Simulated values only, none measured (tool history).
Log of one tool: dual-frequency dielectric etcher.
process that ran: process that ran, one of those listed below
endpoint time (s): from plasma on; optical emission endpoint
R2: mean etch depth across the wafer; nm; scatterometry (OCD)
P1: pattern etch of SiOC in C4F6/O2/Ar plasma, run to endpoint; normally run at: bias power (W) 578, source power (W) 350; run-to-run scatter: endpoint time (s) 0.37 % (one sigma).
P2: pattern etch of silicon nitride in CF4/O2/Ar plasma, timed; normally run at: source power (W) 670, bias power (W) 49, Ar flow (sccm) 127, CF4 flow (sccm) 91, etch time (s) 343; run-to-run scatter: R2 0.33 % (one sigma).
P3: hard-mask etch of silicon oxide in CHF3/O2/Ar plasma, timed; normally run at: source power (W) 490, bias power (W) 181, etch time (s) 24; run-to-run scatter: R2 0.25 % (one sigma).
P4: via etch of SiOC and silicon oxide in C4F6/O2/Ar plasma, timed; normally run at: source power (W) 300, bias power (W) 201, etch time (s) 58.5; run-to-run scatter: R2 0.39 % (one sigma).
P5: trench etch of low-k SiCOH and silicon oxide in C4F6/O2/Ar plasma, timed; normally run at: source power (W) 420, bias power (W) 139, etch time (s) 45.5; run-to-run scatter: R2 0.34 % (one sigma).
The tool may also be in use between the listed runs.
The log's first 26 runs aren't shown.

{"hour": 109.3, "done": "wet clean of the chamber"}
{"run": 27, "hour": 113.0, "process that ran": "P2", "bias power (W)": 49, "source power (W)": 430, "Ar flow (sccm)": 127, "CF4 flow (sccm)": 91, "etch time (s)": 343, "R2": 539.13}
{"run": 28, "hour": 118.1, "process that ran": "P1", "bias power (W)": 756, "source power (W)": 250, "endpoint time (s)": 15.203}
{"run": 29, "hour": 122.5, "process that ran": "P3", "bias power (W)": 181, "source power (W)": 490, "etch time (s)": 13, "R2": 22.928}
{"run": 30, "hour": 127.0, "process that ran": "P4", "bias power (W)": 201, "source power (W)": 300, "etch time (s)": 81.5, "R2": 85.497}
{"run": 31, "hour": 131.7, "process that ran": "P1", "bias power (W)": 578, "source power (W)": 350, "endpoint time (s)": 14.955}
{"run": 32, "hour": 137.0, "process that ran": "P1", "bias power (W)": 578, "source power (W)": 350, "endpoint time (s)": 15.06}
{"run": 33, "hour": 141.4, "process that ran": "P1", "bias power (W)": 578, "source power (W)": 350, "endpoint time (s)": 14.952}
{"run": 34, "hour": 145.9, "process that ran": "P1", "bias power (W)": 578, "source power (W)": 350, "endpoint time (s)": 15.122}

The next listed run, before its measurement:
{"run": 35, "hour": 151.4, "process that ran": "P1", "bias power (W)": 578, "source power (W)": 350, "endpoint time (s)": "?"}

Run 35 gave endpoint time (s) 15.128.

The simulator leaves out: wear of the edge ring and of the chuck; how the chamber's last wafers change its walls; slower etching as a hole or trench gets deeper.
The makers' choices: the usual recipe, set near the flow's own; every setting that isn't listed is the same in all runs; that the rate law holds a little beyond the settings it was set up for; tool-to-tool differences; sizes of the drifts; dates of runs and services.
